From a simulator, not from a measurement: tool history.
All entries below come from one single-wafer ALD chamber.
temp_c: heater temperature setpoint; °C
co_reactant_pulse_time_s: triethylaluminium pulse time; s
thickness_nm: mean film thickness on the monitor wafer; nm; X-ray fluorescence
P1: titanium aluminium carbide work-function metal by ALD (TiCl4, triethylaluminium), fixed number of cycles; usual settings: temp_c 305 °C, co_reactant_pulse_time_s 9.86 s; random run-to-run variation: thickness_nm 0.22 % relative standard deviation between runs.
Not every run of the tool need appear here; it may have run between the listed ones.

run	hour	temp_c	co_reactant_pulse_time_s	hours since the last thermocouple change	hours since the last triethylaluminium bottle change	thickness_nm
1	6	305	9.86	159.9	1217.6	2.0387
2	13	305	3.56	166.9	1224.6	1.4936
3	19.7	288	9.86	173.6	1231.3	1.8925
4	25.3	329	9.86	179.2	1236.9	2.2411
5	31.4	305	9.86	185.3	1243	2.0358
6	37	305	9.86	190.9	1248.6	2.0371
7	43.1	305	14.54	197	1254.7	2.0868
8	50.3	291	15.81	204.2	1261.9	1.9697
9	57.2	305	9.86	211.1	1268.8	2.0369
10	60.9	305	9.86	214.8	1272.5	2.0368
11	65	305	9.86	218.9	1276.6	2.0335
12	68.5	305	9.86	222.4	1280.1	2.0283
13	75.7	305	9.86	229.6	1287.3	2.0199
14	83.5	305	9.86	237.4	1295.1	2.006
15	89.4	305	9.86	243.3	1301	2.0024
16	95.8	305	9.86	249.7	1307.4	1.9995
17	103.5	305	9.86	257.4	1315.1	1.9877
18	110.8	305	9.86	264.7	1322.4	1.999
19	118.7	305	9.86	272.6	1330.3	1.9968
20	125.8	305	9.86	279.7	1337.4	1.9922
21	132	305	9.86	285.9	1343.6	1.9935

Compared with where it was, what P1 gives has crept away. Each cause listed below fits the log as well as the rest, at the size given for it:
A: triethylaluminium dose below that of a fresh bottle (%) = 13.7
B: wafer temperature below the value expected at the setpoint (K) = 4.8
Onset of the creep was near hour 60.9.

Of the 4 check runs listed below, each run on one wafer and each result written as a question mark, which would let you distinguish the listed causes because they would give clearly different results?
check 1	138.2	293	9.86			?
check 2	138.2	292	6.36			?
check 3	138.2	288	9.86			?
check 4	138.2	325	9.86			?

Expected result of each check under each candidate cause:
check	result	if A	if B
check 1	thickness_nm	1.8928	1.8912
check 2	thickness_nm	1.6903	1.7303
check 3	thickness_nm	1.8508	1.8485
check 4	thickness_nm	2.1661	2.1691
Per check, the gap between the least separated pair of causes, taken in the result that splits them most: check 1 0.09 %; check 2 2.34 %; check 3 0.12 %; check 4 0.14 %
Check 2 distinguishes between the causes, while the remaining checks would return nearly the same result for all of them.

Check 2 has now been run. It gave: thickness_nm 1.6883 nm. Which of the candidate causes is it?

Of the candidate causes, it is A: triethylaluminium dose below that of a fresh bottle (%).
